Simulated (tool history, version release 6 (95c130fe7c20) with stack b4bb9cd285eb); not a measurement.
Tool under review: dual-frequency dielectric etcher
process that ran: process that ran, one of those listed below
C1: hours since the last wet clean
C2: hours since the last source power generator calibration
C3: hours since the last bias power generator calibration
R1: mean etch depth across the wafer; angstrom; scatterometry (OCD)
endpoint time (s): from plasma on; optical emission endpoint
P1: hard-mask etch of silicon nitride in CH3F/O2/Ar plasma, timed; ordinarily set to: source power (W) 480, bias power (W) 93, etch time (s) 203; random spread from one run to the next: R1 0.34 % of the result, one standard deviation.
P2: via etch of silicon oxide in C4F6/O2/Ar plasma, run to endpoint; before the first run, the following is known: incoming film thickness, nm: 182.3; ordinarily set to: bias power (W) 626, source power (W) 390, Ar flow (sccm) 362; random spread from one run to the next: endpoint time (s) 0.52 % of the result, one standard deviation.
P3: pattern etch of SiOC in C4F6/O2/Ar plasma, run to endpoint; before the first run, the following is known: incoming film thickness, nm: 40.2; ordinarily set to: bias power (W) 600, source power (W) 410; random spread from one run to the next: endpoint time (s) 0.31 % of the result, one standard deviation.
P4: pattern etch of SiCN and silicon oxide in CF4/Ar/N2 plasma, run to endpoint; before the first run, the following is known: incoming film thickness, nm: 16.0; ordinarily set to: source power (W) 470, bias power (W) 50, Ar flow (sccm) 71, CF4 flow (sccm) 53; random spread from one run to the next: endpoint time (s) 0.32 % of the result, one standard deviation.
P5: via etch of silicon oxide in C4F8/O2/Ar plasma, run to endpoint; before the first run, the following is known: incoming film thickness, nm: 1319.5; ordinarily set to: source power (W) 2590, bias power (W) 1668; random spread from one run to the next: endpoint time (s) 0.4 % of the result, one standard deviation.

run 1 day=0.225 | process_that_ran=P1 source_power_(W)=480 bias_power_(W)=93 etch_time_(s)=203 | C1=243.9 C2=1015.4 C3=253.1 | R1=1664.9
run 2 day=0.421 | process_that_ran=P1 source_power_(W)=400 bias_power_(W)=93 etch_time_(s)=299.5 | C1=248.6 C2=1020.1 C3=257.8 | R1=2295.9
run 3 day=0.667 | process_that_ran=P3 source_power_(W)=410 bias_power_(W)=600 | C1=254.5 C2=1026 C3=263.7 | endpoint_time_(s)=12.583
run 4 day=0.867 | process_that_ran=P3 source_power_(W)=410 bias_power_(W)=729 | C1=259.3 C2=1030.8 C3=268.5 | endpoint_time_(s)=11.759
run 5 day=1.079 | process_that_ran=P2 source_power_(W)=390 bias_power_(W)=501 Ar_flow_(sccm)=362 | C1=264.4 C2=1035.9 C3=273.6 | endpoint_time_(s)=41.446
run 6 day=1.225 | process_that_ran=P4 source_power_(W)=470 bias_power_(W)=50 Ar_flow_(sccm)=71 CF4_flow_(sccm)=53 | C1=267.9 C2=1039.4 C3=277.1 | endpoint_time_(s)=20.393
run 7 day=1.371 | process_that_ran=P4 source_power_(W)=620 bias_power_(W)=50 Ar_flow_(sccm)=71 CF4_flow_(sccm)=53 | C1=271.4 C2=1042.9 C3=280.6 | endpoint_time_(s)=15.818
run 8 day=1.562 | process_that_ran=P4 source_power_(W)=470 bias_power_(W)=50 Ar_flow_(sccm)=71 CF4_flow_(sccm)=53 | C1=276 C2=1047.5 C3=285.2 | endpoint_time_(s)=20.375
run 9 day=1.767 | process_that_ran=P1 source_power_(W)=480 bias_power_(W)=55 etch_time_(s)=203 | C1=280.9 C2=1052.4 C3=290.1 | R1=1392.2
run 10 day=1.879 | process_that_ran=P2 source_power_(W)=230 bias_power_(W)=626 Ar_flow_(sccm)=362 | C1=283.6 C2=1055.1 C3=292.8 | endpoint_time_(s)=46.23
run 11 day=2.083 | process_that_ran=P1 source_power_(W)=350 bias_power_(W)=73 etch_time_(s)=203 | C1=288.5 C2=1060 C3=297.7 | R1=1350.3
run 12 day=2.229 | process_that_ran=P5 source_power_(W)=2590 bias_power_(W)=1668 | C1=292 C2=1063.5 C3=301.2 | endpoint_time_(s)=259.11
run 13 day=2.392 | process_that_ran=P3 source_power_(W)=410 bias_power_(W)=600 | C1=295.9 C2=1067.4 C3=305.1 | endpoint_time_(s)=12.607
run 14 day=2.554 | process_that_ran=P1 source_power_(W)=380 bias_power_(W)=93 etch_time_(s)=203 | C1=299.8 C2=1071.3 C3=309 | R1=1516
run 15 day=2.775 | process_that_ran=P4 source_power_(W)=470 bias_power_(W)=50 Ar_flow_(sccm)=84 CF4_flow_(sccm)=53 | C1=305.1 C2=1076.6 C3=314.3 | endpoint_time_(s)=20.938
run 16 day=2.908 | process_that_ran=P1 source_power_(W)=670 bias_power_(W)=93 etch_time_(s)=203 | C1=308.3 C2=1079.8 C3=317.5 | R1=1890.6
run 17 day=3.025 | process_that_ran=P1 source_power_(W)=480 bias_power_(W)=93 etch_time_(s)=203 | C1=311.1 C2=1082.6 C3=320.3 | R1=1664.1
run 18 day=3.225 | process_that_ran=P1 source_power_(W)=650 bias_power_(W)=122 etch_time_(s)=203 | C1=315.9 C2=1087.4 C3=325.1 | R1=2057.5
run 19 day=3.471 | process_that_ran=P1 source_power_(W)=480 bias_power_(W)=93 etch_time_(s)=286.5 | C1=321.8 C2=1093.3 C3=331 | R1=2362.6
run 20 day=3.612 | process_that_ran=P1 source_power_(W)=480 bias_power_(W)=93 etch_time_(s)=203 | C1=325.2 C2=1096.7 C3=334.4 | R1=1667.8
run 21 day=3.846 | process_that_ran=P1 source_power_(W)=480 bias_power_(W)=93 etch_time_(s)=111.5 | C1=330.8 C2=1102.3 C3=340 | R1=912.26
run 22 day=3.979 | process_that_ran=P4 source_power_(W)=470 bias_power_(W)=50 Ar_flow_(sccm)=71 CF4_flow_(sccm)=36 | C1=334 C2=1105.5 C3=343.2 | endpoint_time_(s)=21.786
run 23 day=4.221 | process_that_ran=P4 source_power_(W)=470 bias_power_(W)=41 Ar_flow_(sccm)=71 CF4_flow_(sccm)=53 | C1=339.8 C2=1111.3 C3=349 | endpoint_time_(s)=21.592
run 24 day=4.467 | process_that_ran=P5 source_power_(W)=2590 bias_power_(W)=2287 | C1=345.7 C2=1117.2 C3=354.9 | endpoint_time_(s)=236.47
run 25 day=4.667 | process_that_ran=P1 source_power_(W)=480 bias_power_(W)=93 etch_time_(s)=203 | C1=350.5 C2=1122 C3=359.7 | R1=1663.8
run 26 day=4.917 | process_that_ran=P1 source_power_(W)=480 bias_power_(W)=113 etch_time_(s)=203 | C1=356.5 C2=1128 C3=365.7 | R1=1785.2
run 27 day=5.062 | process_that_ran=P2 source_power_(W)=390 bias_power_(W)=626 Ar_flow_(sccm)=362 | C1=360 C2=1131.5 C3=369.2 | endpoint_time_(s)=37.577
run 28 day=5.196 | process_that_ran=P5 source_power_(W)=3370 bias_power_(W)=1668 | C1=363.2 C2=1134.7 C3=372.4 | endpoint_time_(s)=232.76
run 29 day=5.312 | process_that_ran=P2 source_power_(W)=390 bias_power_(W)=626 Ar_flow_(sccm)=498 | C1=366 C2=1137.5 C3=375.2 | endpoint_time_(s)=39.564
run 30 day=5.454 | process_that_ran=P5 source_power_(W)=2590 bias_power_(W)=1668 | C1=369.4 C2=1140.9 C3=378.6 | endpoint_time_(s)=260.66
run 31 day=5.604 | process_that_ran=P3 source_power_(W)=250 bias_power_(W)=600 | C1=373 C2=1144.5 C3=382.2 | endpoint_time_(s)=15.133
run 32 day=5.808 | process_that_ran=P1 source_power_(W)=480 bias_power_(W)=93 etch_time_(s)=203 | C1=377.9 C2=1149.4 C3=387.1 | R1=1659.5
run 33 day=5.996 | process_that_ran=P1 source_power_(W)=480 bias_power_(W)=93 etch_time_(s)=203 | C1=382.4 C2=1153.9 C3=391.6 | R1=1655.3
run 34 day=6.225 | process_that_ran=P1 source_power_(W)=480 bias_power_(W)=93 etch_time_(s)=203 | C1=387.9 C2=1159.4 C3=397.1 | R1=1645.3
run 35 day=6.404 | process_that_ran=P1 source_power_(W)=480 bias_power_(W)=93 etch_time_(s)=203 | C1=392.2 C2=1163.7 C3=401.4 | R1=1639.7
run 36 day=6.6 | process_that_ran=P1 source_power_(W)=480 bias_power_(W)=93 etch_time_(s)=203 | C1=396.9 C2=1168.4 C3=406.1 | R1=1635.1
run 37 day=6.754 | process_that_ran=P1 source_power_(W)=480 bias_power_(W)=93 etch_time_(s)=203 | C1=400.6 C2=1172.1 C3=409.8 | R1=1637.2
-- day=6.775 wet clean of the chamber
run 38 day=6.975 | process_that_ran=P1 source_power_(W)=480 bias_power_(W)=93 etch_time_(s)=203 | C1=4.9 C2=1177.4 C3=415.1 | R1=1640.2
run 39 day=7.158 | process_that_ran=P1 source_power_(W)=480 bias_power_(W)=93 etch_time_(s)=203 | C1=9.3 C2=1181.8 C3=419.5 | R1=1632.2

Compared with where it was, what P1 gives has crept away. Each cause listed below fits the log as well as the rest, at the size given for it:
A: bias power that arrives under what is set, % = 4.64
B: source power that arrives under what is set, % = 4.41
At approximately day 5.808, the process output began to creep.
Every other cause this tool's parts could produce, and why it does not fit the log:
chamber walls in a state that lowers the etch rate, %: serviced at day 6.775, which brought nothing back

Below are 4 check runs, each on a single wafer, with their results shown as question marks. Which of them would tell the listed causes apart, meaning the causes would give clearly different results under it?
run check 1 day=7.342 | process_that_ran=P4 source_power_(W)=470 bias_power_(W)=50 Ar_flow_(sccm)=71 CF4_flow_(sccm)=53 | endpoint_time_(s)=?
run check 2 day=7.342 | process_that_ran=P2 source_power_(W)=390 bias_power_(W)=626 Ar_flow_(sccm)=362 | endpoint_time_(s)=?
run check 3 day=7.342 | process_that_ran=P3 source_power_(W)=410 bias_power_(W)=600 | endpoint_time_(s)=?
run check 4 day=7.342 | process_that_ran=P5 source_power_(W)=2590 bias_power_(W)=1668 | endpoint_time_(s)=?

Outcome of each check run for each possible cause:
check=check_1 result=endpoint_time_(s) if_A=20.612 if_B=21.153
check=check_2 result=endpoint_time_(s) if_A=38.508 if_B=38.438
check=check_3 result=endpoint_time_(s) if_A=12.887 if_B=12.866
check=check_4 result=endpoint_time_(s) if_A=262.04 if_B=263.52
Separation of the two closest causes in each check, using whichever result separates them best: check 1 2.59 %; check 2 0.18 %; check 3 0.16 %; check 4 0.56 %
The other checks would show nearly matching results whichever cause is true, so check 1 is the only one that separates the causes.

After running check 1, the following was obtained: endpoint time (s) 20.71. Which cause does this point to?

The correct cause is A, namely: bias power that arrives under what is set, %.

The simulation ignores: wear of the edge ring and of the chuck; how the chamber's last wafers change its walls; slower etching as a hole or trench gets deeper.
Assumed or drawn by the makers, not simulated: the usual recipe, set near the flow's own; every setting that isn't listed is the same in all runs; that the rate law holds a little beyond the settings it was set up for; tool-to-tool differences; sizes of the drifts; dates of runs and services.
